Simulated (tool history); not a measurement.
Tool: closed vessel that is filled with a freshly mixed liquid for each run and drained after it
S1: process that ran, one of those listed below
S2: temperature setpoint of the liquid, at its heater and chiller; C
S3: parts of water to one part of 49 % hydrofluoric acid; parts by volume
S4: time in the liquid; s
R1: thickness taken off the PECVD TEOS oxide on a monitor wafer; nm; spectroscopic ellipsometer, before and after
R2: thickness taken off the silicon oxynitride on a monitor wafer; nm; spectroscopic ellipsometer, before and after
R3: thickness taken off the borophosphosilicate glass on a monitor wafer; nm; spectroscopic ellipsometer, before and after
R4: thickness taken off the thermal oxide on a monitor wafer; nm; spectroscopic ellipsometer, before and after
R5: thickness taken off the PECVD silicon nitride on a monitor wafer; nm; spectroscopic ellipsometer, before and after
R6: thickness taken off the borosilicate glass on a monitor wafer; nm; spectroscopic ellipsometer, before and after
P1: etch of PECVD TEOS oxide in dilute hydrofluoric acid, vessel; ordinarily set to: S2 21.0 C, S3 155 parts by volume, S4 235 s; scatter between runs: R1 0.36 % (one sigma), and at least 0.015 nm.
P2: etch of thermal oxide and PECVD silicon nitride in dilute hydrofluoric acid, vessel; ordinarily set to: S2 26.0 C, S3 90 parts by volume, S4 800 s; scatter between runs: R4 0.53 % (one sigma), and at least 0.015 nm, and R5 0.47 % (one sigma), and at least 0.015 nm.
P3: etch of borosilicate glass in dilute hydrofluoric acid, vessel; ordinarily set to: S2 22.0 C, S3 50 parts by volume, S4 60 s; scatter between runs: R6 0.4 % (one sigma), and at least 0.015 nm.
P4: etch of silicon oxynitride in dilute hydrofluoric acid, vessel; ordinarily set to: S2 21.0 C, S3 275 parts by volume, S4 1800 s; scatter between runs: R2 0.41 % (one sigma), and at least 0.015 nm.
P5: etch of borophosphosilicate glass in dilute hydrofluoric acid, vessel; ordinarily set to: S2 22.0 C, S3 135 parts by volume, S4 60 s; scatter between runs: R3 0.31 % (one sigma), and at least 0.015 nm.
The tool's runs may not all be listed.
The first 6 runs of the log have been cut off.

| run | hour | S1 | S2 | S3 | S4 | R1 | R2 | R3 | R4 | R5 | R6 |
|---|---|---|---|---|---|---|---|---|---|---|---|
| 7 | 49.8 | P2 | 26.0 | 90 | 1200 |  |  |  | 70.206 | 26.015 |  |
| 8 | 56.3 | P2 | 26.0 | 90 | 800 |  |  |  | 46.559 | 17.411 |  |
| 9 | 62.3 | P1 | 21.0 | 250 | 235 | 5.9802 |  |  |  |  |  |
| 10 | 70.5 | P5 | 22.0 | 190 | 60 |  |  | 7.8708 |  |  |  |
| 11 | 75.6 | P1 | 21.0 | 240 | 380 | 10.1960 |  |  |  |  |  |
| 12 | 82.6 | P4 | 21.0 | 275 | 2745 |  | 11.0050 |  |  |  |  |
| 13 | 87.6 | P1 | 21.0 | 155 | 235 | 10.7830 |  |  |  |  |  |
| 14 | 96.5 | P1 | 17.0 | 155 | 235 | 9.1383 |  |  |  |  |  |
| 15 | 101.9 | P2 | 31.0 | 90 | 800 |  |  |  | 56.950 | 23.738 |  |
| 16 | 106.7 | P4 | 21.0 | 275 | 1800 |  | 7.1815 |  |  |  |  |
| 17 | 113.7 | P4 | 21.0 | 275 | 1800 |  | 7.2182 |  |  |  |  |
| 18 | 120.9 | P1 | 21.0 | 45 | 235 | 41.6940 |  |  |  |  |  |
| 19 | 128.3 | P3 | 22.0 | 50 | 60 |  |  |  |  |  | 55.895 |
| 20 | 134.7 | P2 | 26.0 | 150 | 800 |  |  |  | 26.115 | 10.396 |  |
| 21 | 142.0 | P5 | 22.0 | 135 | 60 |  |  | 11.7530 |  |  |  |
| 22 | 149.4 | P1 | 17.5 | 155 | 450 | 17.8920 |  |  |  |  |  |
| 23 | 157.7 | P1 | 21.0 | 155 | 425 | 19.3420 |  |  |  |  |  |
| 24 | 163.4 | P3 | 22.0 | 85 | 60 |  |  |  |  |  | 31.309 |
| 25 | 169.1 | P1 | 21.0 | 155 | 235 | 10.7930 |  |  |  |  |  |
| 26 | 173.4 | P1 | 25.0 | 155 | 235 | 12.4480 |  |  |  |  |  |
| 27 | 178.4 | P1 | 21.0 | 155 | 235 | 10.7530 |  |  |  |  |  |
|  | 180.3 | hydrofluoric acid flow meter replaced |
| 28 | 185.3 | P3 | 22.0 | 50 | 60 |  |  |  |  |  | 55.846 |
| 29 | 193.9 | P1 | 21.0 | 155 | 235 | 10.6810 |  |  |  |  |  |

What will run 30 give?
| 30 | 200.6 | P2 | 26.0 | 90 | 800 |  |  |  | ? | ? |  |

R4: 47.103 nm
R5: 17.308 nm
